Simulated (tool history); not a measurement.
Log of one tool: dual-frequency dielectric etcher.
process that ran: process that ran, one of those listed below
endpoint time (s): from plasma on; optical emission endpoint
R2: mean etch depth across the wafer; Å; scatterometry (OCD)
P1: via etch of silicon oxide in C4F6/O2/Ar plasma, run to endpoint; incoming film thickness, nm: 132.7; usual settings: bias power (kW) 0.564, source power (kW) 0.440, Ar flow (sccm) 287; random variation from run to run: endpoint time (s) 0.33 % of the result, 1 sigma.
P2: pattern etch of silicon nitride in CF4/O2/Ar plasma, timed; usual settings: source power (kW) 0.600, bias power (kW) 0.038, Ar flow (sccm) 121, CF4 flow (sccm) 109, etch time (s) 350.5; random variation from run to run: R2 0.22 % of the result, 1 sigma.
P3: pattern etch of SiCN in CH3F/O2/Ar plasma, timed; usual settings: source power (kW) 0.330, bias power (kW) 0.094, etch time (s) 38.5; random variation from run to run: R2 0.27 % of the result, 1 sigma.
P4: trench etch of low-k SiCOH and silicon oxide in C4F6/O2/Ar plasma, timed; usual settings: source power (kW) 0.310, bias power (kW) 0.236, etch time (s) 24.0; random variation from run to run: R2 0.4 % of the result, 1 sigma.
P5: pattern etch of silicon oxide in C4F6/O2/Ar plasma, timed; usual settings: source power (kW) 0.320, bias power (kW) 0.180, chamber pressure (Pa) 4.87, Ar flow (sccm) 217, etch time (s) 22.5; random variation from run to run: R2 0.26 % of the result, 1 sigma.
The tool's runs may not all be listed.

{"run": 1, "hour": 6.4, "process that ran": "P1", "bias power (kW)": 0.564, "source power (kW)": 0.44, "Ar flow (sccm)": 287, "endpoint time (s)": 26.447}
{"run": 2, "hour": 12.0, "process that ran": "P5", "bias power (kW)": 0.18, "source power (kW)": 0.32, "Ar flow (sccm)": 217, "chamber pressure (Pa)": 4.87, "etch time (s)": 31.0, "R2": 891.76}
{"run": 3, "hour": 20.9, "process that ran": "P2", "bias power (kW)": 0.038, "source power (kW)": 0.6, "Ar flow (sccm)": 121, "etch time (s)": 350.5, "CF4 flow (sccm)": 82, "R2": 6891.3}
{"run": 4, "hour": 30.9, "process that ran": "P2", "bias power (kW)": 0.05, "source power (kW)": 0.6, "Ar flow (sccm)": 121, "etch time (s)": 350.5, "CF4 flow (sccm)": 109, "R2": 7944.3}
{"run": 5, "hour": 38.1, "process that ran": "P2", "bias power (kW)": 0.038, "source power (kW)": 0.6, "Ar flow (sccm)": 152, "etch time (s)": 350.5, "CF4 flow (sccm)": 109, "R2": 6994.8}
{"run": 6, "hour": 45.6, "process that ran": "P1", "bias power (kW)": 0.564, "source power (kW)": 0.44, "Ar flow (sccm)": 287, "endpoint time (s)": 26.446}
{"run": 7, "hour": 53.6, "process that ran": "P4", "bias power (kW)": 0.236, "source power (kW)": 0.2, "etch time (s)": 24.0, "R2": 618.77}
{"run": 8, "hour": 59.5, "process that ran": "P4", "bias power (kW)": 0.236, "source power (kW)": 0.31, "etch time (s)": 24.0, "R2": 733.19}
{"run": 9, "hour": 70.1, "process that ran": "P2", "bias power (kW)": 0.038, "source power (kW)": 0.6, "Ar flow (sccm)": 121, "etch time (s)": 350.5, "CF4 flow (sccm)": 109, "R2": 7216.6}
{"run": 10, "hour": 79.7, "process that ran": "P5", "bias power (kW)": 0.18, "source power (kW)": 0.32, "Ar flow (sccm)": 281, "chamber pressure (Pa)": 4.87, "etch time (s)": 22.5, "R2": 628.2}
{"run": 11, "hour": 85.5, "process that ran": "P1", "bias power (kW)": 0.361, "source power (kW)": 0.3, "Ar flow (sccm)": 287, "endpoint time (s)": 35.811}
{"run": 12, "hour": 94.5, "process that ran": "P1", "bias power (kW)": 0.564, "source power (kW)": 0.31, "Ar flow (sccm)": 392, "endpoint time (s)": 31.02}
{"run": 13, "hour": 102.9, "process that ran": "P5", "bias power (kW)": 0.237, "source power (kW)": 0.32, "Ar flow (sccm)": 217, "chamber pressure (Pa)": 4.87, "etch time (s)": 22.5, "R2": 711.09}
{"run": 14, "hour": 109.9, "process that ran": "P1", "bias power (kW)": 0.564, "source power (kW)": 0.36, "Ar flow (sccm)": 287, "endpoint time (s)": 28.376}
{"run": 15, "hour": 121.2, "process that ran": "P1", "bias power (kW)": 0.564, "source power (kW)": 0.62, "Ar flow (sccm)": 287, "endpoint time (s)": 23.27}
{"run": 16, "hour": 126.9, "process that ran": "P5", "bias power (kW)": 0.18, "source power (kW)": 0.39, "Ar flow (sccm)": 217, "chamber pressure (Pa)": 4.87, "etch time (s)": 22.5, "R2": 699.53}
{"run": 17, "hour": 135.2, "process that ran": "P3", "bias power (kW)": 0.094, "source power (kW)": 0.33, "etch time (s)": 23.0, "R2": 88.866}
{"run": 18, "hour": 143.3, "process that ran": "P1", "bias power (kW)": 0.789, "source power (kW)": 0.44, "Ar flow (sccm)": 287, "endpoint time (s)": 23.152}
{"run": 19, "hour": 151.5, "process that ran": "P1", "bias power (kW)": 0.564, "source power (kW)": 0.44, "Ar flow (sccm)": 369, "endpoint time (s)": 27.2}
{"run": 20, "hour": 160.6, "process that ran": "P1", "bias power (kW)": 0.564, "source power (kW)": 0.44, "Ar flow (sccm)": 229, "endpoint time (s)": 25.647}
{"run": 21, "hour": 169.3, "process that ran": "P3", "bias power (kW)": 0.094, "source power (kW)": 0.33, "etch time (s)": 38.5, "R2": 148.4}
{"run": 22, "hour": 174.9, "process that ran": "P3", "bias power (kW)": 0.094, "source power (kW)": 0.22, "etch time (s)": 38.5, "R2": 128.56}
{"run": 23, "hour": 181.3, "process that ran": "P4", "bias power (kW)": 0.186, "source power (kW)": 0.31, "etch time (s)": 24.0, "R2": 680.15}
{"run": 24, "hour": 188.1, "process that ran": "P1", "bias power (kW)": 0.364, "source power (kW)": 0.44, "Ar flow (sccm)": 287, "endpoint time (s)": 31.05}
{"run": 25, "hour": 194.8, "process that ran": "P4", "bias power (kW)": 0.236, "source power (kW)": 0.31, "etch time (s)": 13.0, "R2": 396.89}
{"run": 26, "hour": 204.7, "process that ran": "P2", "bias power (kW)": 0.038, "source power (kW)": 0.39, "Ar flow (sccm)": 121, "etch time (s)": 350.5, "CF4 flow (sccm)": 109, "R2": 4942.5}
{"run": 27, "hour": 213.5, "process that ran": "P5", "bias power (kW)": 0.18, "source power (kW)": 0.32, "Ar flow (sccm)": 217, "chamber pressure (Pa)": 4.87, "etch time (s)": 22.5, "R2": 644.65}
{"run": 28, "hour": 220.6, "process that ran": "P2", "bias power (kW)": 0.038, "source power (kW)": 0.6, "Ar flow (sccm)": 121, "etch time (s)": 216.5, "CF4 flow (sccm)": 109, "R2": 4462.7}
{"run": 29, "hour": 226.7, "process that ran": "P3", "bias power (kW)": 0.094, "source power (kW)": 0.33, "etch time (s)": 38.5, "R2": 149.24}
{"run": 30, "hour": 235.8, "process that ran": "P4", "bias power (kW)": 0.236, "source power (kW)": 0.31, "etch time (s)": 24.0, "R2": 732.26}
{"run": 31, "hour": 244.4, "process that ran": "P1", "bias power (kW)": 0.746, "source power (kW)": 0.37, "Ar flow (sccm)": 287, "endpoint time (s)": 25.333}
{"run": 32, "hour": 256.0, "process that ran": "P1", "bias power (kW)": 0.564, "source power (kW)": 0.44, "Ar flow (sccm)": 287, "endpoint time (s)": 26.447}
{"run": 33, "hour": 263.4, "process that ran": "P5", "bias power (kW)": 0.18, "source power (kW)": 0.32, "Ar flow (sccm)": 217, "chamber pressure (Pa)": 6.6, "etch time (s)": 22.5, "R2": 623.46}
{"run": 34, "hour": 271.3, "process that ran": "P1", "bias power (kW)": 0.564, "source power (kW)": 0.44, "Ar flow (sccm)": 287, "endpoint time (s)": 26.193}
{"run": 35, "hour": 279.9, "process that ran": "P3", "bias power (kW)": 0.132, "source power (kW)": 0.33, "etch time (s)": 38.5, "R2": 169.51}
{"run": 36, "hour": 288.1, "process that ran": "P1", "bias power (kW)": 0.564, "source power (kW)": 0.44, "Ar flow (sccm)": 287, "endpoint time (s)": 26.41}
{"run": 37, "hour": 295.0, "process that ran": "P1", "bias power (kW)": 0.564, "source power (kW)": 0.44, "Ar flow (sccm)": 287, "endpoint time (s)": 26.476}
{"run": 38, "hour": 306.3, "process that ran": "P1", "bias power (kW)": 0.564, "source power (kW)": 0.44, "Ar flow (sccm)": 287, "endpoint time (s)": 26.619}
{"run": 39, "hour": 315.5, "process that ran": "P1", "bias power (kW)": 0.564, "source power (kW)": 0.44, "Ar flow (sccm)": 287, "endpoint time (s)": 26.831}
{"run": 40, "hour": 322.0, "process that ran": "P1", "bias power (kW)": 0.564, "source power (kW)": 0.44, "Ar flow (sccm)": 287, "endpoint time (s)": 26.824}

The next listed run, before its measurement:
{"run": 41, "hour": 330.7, "process that ran": "P1", "bias power (kW)": 0.564, "source power (kW)": 0.44, "Ar flow (sccm)": 287, "endpoint time (s)": "?"}

endpoint time (s): 26.966
